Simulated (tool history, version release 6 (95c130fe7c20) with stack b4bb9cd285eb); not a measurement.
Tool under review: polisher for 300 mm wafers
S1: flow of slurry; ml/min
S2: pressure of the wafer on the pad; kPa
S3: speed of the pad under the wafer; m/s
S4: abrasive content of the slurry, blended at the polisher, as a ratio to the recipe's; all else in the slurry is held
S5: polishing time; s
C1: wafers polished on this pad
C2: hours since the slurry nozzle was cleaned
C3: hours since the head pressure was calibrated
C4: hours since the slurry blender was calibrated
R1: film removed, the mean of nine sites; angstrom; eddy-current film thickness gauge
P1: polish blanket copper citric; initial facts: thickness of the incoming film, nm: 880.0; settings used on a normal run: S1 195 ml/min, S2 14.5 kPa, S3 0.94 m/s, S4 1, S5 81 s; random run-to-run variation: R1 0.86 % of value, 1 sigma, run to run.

run	hour	S1	S2	S3	S4	S5	C1	C2	C3	C4	R1
1	12.2	195	14.5	0.94	1	81	491	385.8	252.8	105.8	1196.5
2	26.1	195	7.6	0.94	1	81	585	399.7	266.7	119.7	648.82
3	39.3	115	14.5	0.94	1	81	674	412.9	279.9	132.9	1088.4
4	46	295	14.5	0.94	1	81	720	419.6	286.6	139.6	1278.7
5	60	195	14.5	0.94	1	36	815	433.6	300.6	153.6	534.12
6	71.8	195	14.5	0.94	1	110	894	445.4	312.4	165.4	1633.9
7	84.8	195	14.5	0.94	1	81	982	458.4	325.4	178.4	1214.9
8	97.1	195	21.4	0.94	1	81	1066	470.7	337.7	190.7	1760.4
9	106.4	195	14.5	0.94	0.75	81	1129	480	347	200	1132.1
# hour 109.2: worn pad replaced by a new one
10	117.5	195	14.5	0.94	1	81	56	491.1	358.1	211.1	1207.3
11	130	195	9.7	1.2	1	81	141	503.6	370.6	223.6	1028.9
12	136.8	195	14.5	0.94	1	81	187	510.4	377.4	230.4	1201.3
13	144.4	195	14.5	1.26	1	81	238	518	385	238	1603.5
14	155.6	195	14.5	0.94	1.45	81	314	529.2	396.2	249.2	1295.3
15	167.5	195	14.5	0.68	1	81	395	541.1	408.1	261.1	876.81
16	178.2	195	14.5	0.94	1	81	467	551.8	418.8	271.8	1208.4
17	189.8	195	14.5	0.94	1	81	546	563.4	430.4	283.4	1164.9
18	201.3	195	14.5	0.94	1	81	623	574.9	441.9	294.9	1138
# hour 208.3: worn pad replaced by a new one
19	211.7	195	14.5	0.94	1	81	23	585.3	452.3	305.3	1127.4
20	221.8	195	14.5	0.94	1	81	91	595.4	462.4	315.4	1130.4
21	229.4	195	14.5	0.94	1	81	143	603	470	323	1126.3
# hour 235.4: slurry blender recalibrated
22	242.8	195	14.5	0.94	1	81	233	616.4	483.4	7.5	1123.6
23	255.5	195	14.5	0.94	1	81	319	629.1	496.1	20.2	1112.5

What P1 gives has crept off from where it sat before. The 2 causes that follow fit the log equally well, each at the size noted:
A: slurry flow missing at the pad, % = 37.5
B: head's pressure below its setpoint, % = 7.92
The creep began at about hour 178.2.
What rules out each remaining cause:
removal rate lost through wear of the pad, %: serviced at hour 208.3, which brought nothing back
abrasive missing from the slurry, %: serviced at hour 235.4, which brought nothing back

Of the 4 check runs below, each run on 2 wafers with the results averaged and each result still a question mark, which one would tell the listed causes apart?
check 1	268.2	195	20	0.94	1	81					?
check 2	268.2	195	17.9	0.94	0.85	81					?
check 3	268.2	195	14.5	0.94	1.35	81					?
check 4	268.2	115	14.5	0.94	1	98					?

Outcome of each check run for each possible cause:
check	result	if A	if B
check 1	R1	1522	1520.8
check 2	R1	1322.3	1321.6
check 3	R1	1188.5	1188.6
check 4	R1	1170.8	1228.7
Smallest distance between any two causes, each pair judged by its most separating result, in per cent: check 1 0.08 %; check 2 0.05 %; check 3 0.01 %; check 4 4.83 %
Only in check 4 would the causes give clearly different results; in the remaining checks their results would be nearly the same.

The results of check 4 are: R1 1161.9 angstrom. Based on these, which of the listed causes is it?

Of the candidate causes, it is A: slurry flow missing at the pad, %.
